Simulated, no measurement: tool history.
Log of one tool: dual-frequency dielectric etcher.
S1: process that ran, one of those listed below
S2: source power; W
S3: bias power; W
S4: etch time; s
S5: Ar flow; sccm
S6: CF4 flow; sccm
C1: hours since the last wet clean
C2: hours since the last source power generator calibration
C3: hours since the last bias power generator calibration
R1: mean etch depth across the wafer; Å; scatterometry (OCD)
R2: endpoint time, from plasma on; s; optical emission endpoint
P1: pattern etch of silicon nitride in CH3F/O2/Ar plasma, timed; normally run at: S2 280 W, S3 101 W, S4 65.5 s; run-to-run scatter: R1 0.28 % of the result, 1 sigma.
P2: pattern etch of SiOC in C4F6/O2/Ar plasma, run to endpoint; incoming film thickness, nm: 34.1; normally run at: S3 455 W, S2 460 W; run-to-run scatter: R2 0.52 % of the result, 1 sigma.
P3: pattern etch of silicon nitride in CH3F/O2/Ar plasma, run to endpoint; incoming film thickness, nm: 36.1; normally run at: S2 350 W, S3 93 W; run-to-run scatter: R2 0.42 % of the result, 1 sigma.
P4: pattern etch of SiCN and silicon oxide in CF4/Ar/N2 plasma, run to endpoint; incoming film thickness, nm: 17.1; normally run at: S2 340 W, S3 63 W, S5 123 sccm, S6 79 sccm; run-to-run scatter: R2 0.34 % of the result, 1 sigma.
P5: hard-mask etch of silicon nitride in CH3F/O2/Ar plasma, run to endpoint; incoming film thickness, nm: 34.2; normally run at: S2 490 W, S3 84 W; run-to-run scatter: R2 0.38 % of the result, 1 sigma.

run   hour  S1   S2   S3    S4   S5  S6     C1      C2     C3      R1      R2
  1    6.3  P1  280  101  65.5           176.5  1862.4  271.9  449.92
  2   15.5  P1  280  101    39           185.7  1871.6  281.1  267.97
  3   22.3  P1  280  101  65.5           192.5  1878.4  287.9  450.48
  4   30.8  P3  350   93                   201  1886.9  296.4          50.885
  5   41.2  P1  280  139  65.5           211.4  1897.3  306.8     508
  6   47.9  P3  350   63                 218.1    1904  313.5          58.537
  7   55.5  P2  460  455                 225.7  1911.6  321.1          11.446
  8   61.5  P1  380  101  65.5           231.7  1917.6  327.1  502.76
  9   69.4  P1  180  101  89.5           239.6  1925.5    335  522.11
 10   76.7  P4  340   63        158  79  246.9  1932.8  342.3          28.049
 11   86.7  P3  470   93                 256.9  1942.8  352.3          45.306
 12   98.4  P4  340   63        123  47  268.6  1954.5    364          29.166
 13  105.7  P4  340   63        123  79  275.9  1961.8  371.3          26.862
 14  113.1  P1  330  101  79.5           283.3  1969.2  378.7  580.11
     113.9  -- bias power generator calibrated
       117  -- source power generator calibrated
 15  121.8  P1  230  101  65.5             292     4.9      8  418.49
 16  133.3  P5  490   84                 303.5    16.4   19.5          43.315
 17  140.3  P5  490   67                 310.5    23.4   26.5          46.634
 18  147.1  P1  330  101  85.5           317.3    30.2   33.3  622.81
 19  154.6  P2  460  593                 324.8    37.7   40.8          10.474
 20  164.2  P4  340   40        123  79  334.4    47.3   50.4          31.265
 21  173.5  P2  270  455                 343.7    56.6   59.7          13.918
 22  186.4  P1  280   69  65.5           356.6    69.5   72.6  392.23
 23  192.7  P5  370   84                 362.9    75.8   78.9          48.121
 24  204.2  P4  450   63        123  79  374.4    87.3   90.4          21.043
 25  213.4  P1  280  101  65.5           383.6    96.5   99.6  449.23
 26  219.7  P1  280  101  97.5           389.9   102.8  105.9  666.15
 27  230.3  P1  280  101  65.5           400.5   113.4  116.5  451.58
 28  242.6  P1  280  101  65.5           412.8   125.7  128.8  450.91
 29  252.3  P1  280  101  65.5           422.5   135.4  138.5  451.59
 30  263.4  P1  280  101  65.5           433.6   146.5  149.6  455.51
     264.5  -- wet clean of the chamber
 31  274.9  P1  280  101  65.5            10.4     158  161.1  456.61
 32  282.3  P1  280  101  65.5            17.8   165.4  168.5  455.43
 33  294.8  P1  280  101  65.5            30.3   177.9    181  454.27
 34  300.5  P1  280  101  65.5              36   183.6  186.7  456.67

What P1 gives has crept away from where it was. These 2 causes fit the log equally well, each at the size given:
A: source power that arrives over what is set, % = 3.89
B: bias power that arrives over what is set, % = 3.81
The creep began at about hour 242.6.
Why every other cause is out:
chamber walls in a state that raises the etch rate, %: serviced at hour 264.5, which brought nothing back

4 check runs are offered, each on 2 wafers whose results are averaged, their results left as question marks. Which one tells the causes apart?
check 1  306.2  P5  490   84                                ?
check 2  306.2  P3  350   93                                ?
check 3  306.2  P2  460  455                                ?
check 4  306.2  P4  340   63      123  79                   ?

What each check would give under each cause:
  check  result    if A    if B
check 1      R2  42.675   42.73
check 2      R2  50.134   50.16
check 3      R2  11.278  11.283
check 4      R2  26.036  26.586
How far apart the two closest causes lie, in the result that separates them most: check 1 0.13 %; check 2 0.05 %; check 3 0.05 %; check 4 2.09 %
Check 4 tells the causes apart: in the others they would give nearly the same result.

Check 4 was then run and gave: R2 26.504 s. Which cause is it?

It is B: bias power that arrives over what is set, %.
